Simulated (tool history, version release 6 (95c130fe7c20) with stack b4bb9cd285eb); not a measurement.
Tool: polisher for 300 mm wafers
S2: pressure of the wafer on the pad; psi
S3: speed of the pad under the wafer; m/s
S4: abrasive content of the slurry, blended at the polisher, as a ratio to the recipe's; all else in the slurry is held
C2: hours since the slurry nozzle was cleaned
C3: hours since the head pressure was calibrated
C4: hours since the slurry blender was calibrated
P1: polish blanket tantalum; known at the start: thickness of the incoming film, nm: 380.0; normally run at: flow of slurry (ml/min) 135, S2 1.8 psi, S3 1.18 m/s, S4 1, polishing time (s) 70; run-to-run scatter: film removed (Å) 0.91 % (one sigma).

{"run": 1, "day": 0.196, "flow of slurry (ml/min)": 135, "S2": 1.8, "S3": 1.18, "S4": 1, "polishing time (s)": 70, "wafers polished on this pad": 163, "C2": 321, "C3": 491.4, "C4": 87.2, "film removed (Å)": 1435.4}
{"run": 2, "day": 0.529, "flow of slurry (ml/min)": 135, "S2": 1.8, "S3": 1.18, "S4": 1, "polishing time (s)": 102, "wafers polished on this pad": 240, "C2": 329, "C3": 499.4, "C4": 95.2, "film removed (Å)": 2068.4}
{"run": 3, "day": 0.833, "flow of slurry (ml/min)": 135, "S2": 1.8, "S3": 1.18, "S4": 1, "polishing time (s)": 39, "wafers polished on this pad": 310, "C2": 336.3, "C3": 506.7, "C4": 102.5, "film removed (Å)": 808.41}
{"run": 4, "day": 1.125, "flow of slurry (ml/min)": 80, "S2": 1.8, "S3": 1.18, "S4": 1, "polishing time (s)": 70, "wafers polished on this pad": 377, "C2": 343.3, "C3": 513.7, "C4": 109.5, "film removed (Å)": 1271.8}
{"run": 5, "day": 1.525, "flow of slurry (ml/min)": 135, "S2": 1.8, "S3": 1.18, "S4": 1, "polishing time (s)": 70, "wafers polished on this pad": 470, "C2": 352.9, "C3": 523.3, "C4": 119.1, "film removed (Å)": 1426.7}
{"run": 6, "day": 1.733, "flow of slurry (ml/min)": 170, "S2": 1.8, "S3": 1.18, "S4": 1, "polishing time (s)": 70, "wafers polished on this pad": 518, "C2": 357.9, "C3": 528.3, "C4": 124.1, "film removed (Å)": 1477.4}
{"day": 2.038, "done": "slurry nozzle cleaned"}
{"run": 7, "day": 2.038, "flow of slurry (ml/min)": 135, "S2": 1.8, "S3": 0.7, "S4": 1, "polishing time (s)": 70, "wafers polished on this pad": 588, "C2": 0.1, "C3": 535.6, "C4": 131.4, "film removed (Å)": 847.01}
{"run": 8, "day": 2.438, "flow of slurry (ml/min)": 135, "S2": 0.8, "S3": 1.18, "S4": 1, "polishing time (s)": 70, "wafers polished on this pad": 680, "C2": 9.7, "C3": 545.2, "C4": 141, "film removed (Å)": 630.58}
{"run": 9, "day": 2.762, "flow of slurry (ml/min)": 135, "S2": 1.8, "S3": 1.86, "S4": 1, "polishing time (s)": 70, "wafers polished on this pad": 755, "C2": 17.5, "C3": 553, "C4": 148.8, "film removed (Å)": 2278.6}
{"run": 10, "day": 3.029, "flow of slurry (ml/min)": 135, "S2": 1.8, "S3": 1.18, "S4": 1, "polishing time (s)": 70, "wafers polished on this pad": 817, "C2": 23.9, "C3": 559.4, "C4": 155.2, "film removed (Å)": 1444.5}
{"run": 11, "day": 3.438, "flow of slurry (ml/min)": 135, "S2": 1.8, "S3": 1.18, "S4": 0.6, "polishing time (s)": 70, "wafers polished on this pad": 911, "C2": 33.7, "C3": 569.2, "C4": 165, "film removed (Å)": 1212.3}
{"run": 12, "day": 3.792, "flow of slurry (ml/min)": 135, "S2": 1.8, "S3": 1.18, "S4": 1, "polishing time (s)": 70, "wafers polished on this pad": 992, "C2": 42.2, "C3": 577.7, "C4": 173.5, "film removed (Å)": 1427.5}

Forecast run 13:
{"run": 13, "day": 4.067, "flow of slurry (ml/min)": 135, "S2": 1.8, "S3": 0.84, "S4": 1.25, "polishing time (s)": 70, "wafers polished on this pad": 1056, "C2": 48.8, "C3": 584.3, "C4": 180.1, "film removed (Å)": "?"}

film removed (Å): 1085.3

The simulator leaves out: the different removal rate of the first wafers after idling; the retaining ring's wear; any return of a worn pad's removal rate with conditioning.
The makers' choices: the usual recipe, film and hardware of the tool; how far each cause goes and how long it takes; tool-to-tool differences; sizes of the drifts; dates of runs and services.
